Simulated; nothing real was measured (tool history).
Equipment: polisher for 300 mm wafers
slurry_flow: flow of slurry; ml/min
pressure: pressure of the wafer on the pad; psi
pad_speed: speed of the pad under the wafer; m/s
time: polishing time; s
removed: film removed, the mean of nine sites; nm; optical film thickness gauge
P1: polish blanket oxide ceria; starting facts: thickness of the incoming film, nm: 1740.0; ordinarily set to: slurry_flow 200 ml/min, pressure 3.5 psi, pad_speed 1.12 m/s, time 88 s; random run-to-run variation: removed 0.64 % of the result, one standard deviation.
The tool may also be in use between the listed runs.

| run | hour | slurry_flow | pressure | pad_speed | time | wafers polished on this pad | hours since the slurry nozzle was cleaned | hours since the head pressure was calibrated | removed |
|---|---|---|---|---|---|---|---|---|---|
| 1 | 4.5 | 200 | 3.5 | 1.12 | 88 | 418 | 397.3 | 291.9 | 539.10 |
| 2 | 11.6 | 200 | 3.5 | 1.74 | 88 | 513 | 404.4 | 299.0 | 839.70 |
| 3 | 18.5 | 120 | 3.5 | 1.12 | 88 | 605 | 411.3 | 305.9 | 497.77 |
| 4 | 27.0 | 200 | 3.5 | 1.12 | 88 | 719 | 419.8 | 314.4 | 534.80 |
| 5 | 34.0 | 200 | 3.5 | 1.12 | 132 | 813 | 426.8 | 321.4 | 798.34 |
| 6 | 39.5 | 200 | 3.5 | 0.62 | 88 | 887 | 432.3 | 326.9 | 297.67 |
| 7 | 46.4 | 200 | 3.5 | 1.12 | 88 | 979 | 439.2 | 333.8 | 538.99 |
| 8 | 54.0 | 200 | 3.5 | 1.12 | 64 | 1081 | 446.8 | 341.4 | 391.15 |
| 9 | 61.6 | 200 | 3.5 | 1.12 | 88 | 1183 | 454.4 | 349.0 | 537.46 |
| 10 | 67.0 | 200 | 2.3 | 0.72 | 88 | 1255 | 459.8 | 354.4 | 228.68 |
| 11 | 74.8 | 200 | 3.5 | 1.12 | 88 | 1360 | 467.6 | 362.2 | 537.15 |
| 12 | 80.5 | 270 | 3.5 | 1.12 | 88 | 1436 | 473.3 | 367.9 | 559.40 |
|  | 87.9 | head pressure recalibrated |
| 13 | 88.1 | 200 | 5.0 | 1.12 | 88 | 1538 | 480.9 | 0.2 | 770.31 |
| 14 | 95.2 | 200 | 3.5 | 1.12 | 88 | 1633 | 488.0 | 7.3 | 535.52 |
| 15 | 101.3 | 200 | 5.1 | 1.12 | 52 | 1715 | 494.1 | 13.4 | 464.25 |
| 16 | 106.0 | 200 | 1.6 | 1.12 | 88 | 1778 | 498.8 | 18.1 | 249.02 |
| 17 | 114.9 | 200 | 3.5 | 1.12 | 88 | 1897 | 507.7 | 27.0 | 537.09 |
| 18 | 119.4 | 200 | 3.5 | 1.12 | 88 | 1958 | 512.2 | 31.5 | 527.67 |
| 19 | 127.0 | 200 | 3.5 | 1.12 | 88 | 2060 | 519.8 | 39.1 | 521.39 |
| 20 | 131.1 | 200 | 3.5 | 1.12 | 88 | 2114 | 523.9 | 43.2 | 516.37 |
| 21 | 139.5 | 200 | 3.5 | 1.12 | 88 | 2227 | 532.3 | 51.6 | 508.71 |
|  | 142.4 | worn pad replaced by a new one |
| 22 | 146.0 | 200 | 3.5 | 1.12 | 88 | 49 | 538.8 | 58.1 | 503.96 |
| 23 | 153.9 | 200 | 3.5 | 1.12 | 88 | 155 | 546.7 | 66.0 | 504.37 |

What P1 gives has crept off from where it sat before. The 2 causes that follow fit the log equally well, each at the size noted:
A: slurry flow missing at the pad, % = 34
B: head's pressure below its setpoint, % = 6.49
At approximately hour 114.9, the process output began to creep.
All other causes, with the reason each is excluded:
removal rate lost through wear of the pad, %: serviced at hour 142.4, after the drift had started, without restoring the earlier output

4 check runs are offered, each on 2 wafers whose results are averaged, their results left as question marks. Which one tells the causes apart?
| check 1 | 161.8 | 200 | 3.5 | 1.74 | 88 |  |  |  | ? |
| check 2 | 161.8 | 200 | 3.5 | 1.52 | 106 |  |  |  | ? |
| check 3 | 161.8 | 200 | 1.6 | 1.12 | 88 |  |  |  | ? |
| check 4 | 161.8 | 120 | 3.5 | 0.76 | 88 |  |  |  | ? |

Predicted outcomes, by check and by cause:
| check | result | if A | if B |
|---|---|---|---|
| check 1 | removed | 782.78 | 782.77 |
| check 2 | removed | 823.68 | 823.67 |
| check 3 | removed | 230.34 | 230.33 |
| check 4 | removed | 301.51 | 313.59 |
How far apart the two closest causes lie, in the result that separates them most: check 1 0 %; check 2 0 %; check 3 0 %; check 4 3.93 %
Check 4 is the one run that separates the causes; every other check would come out nearly the same whichever cause is at work.

Here is what check 4 returned: removed 300.79 nm. Which cause is it?

Of the candidate causes, it is A: slurry flow missing at the pad, %.
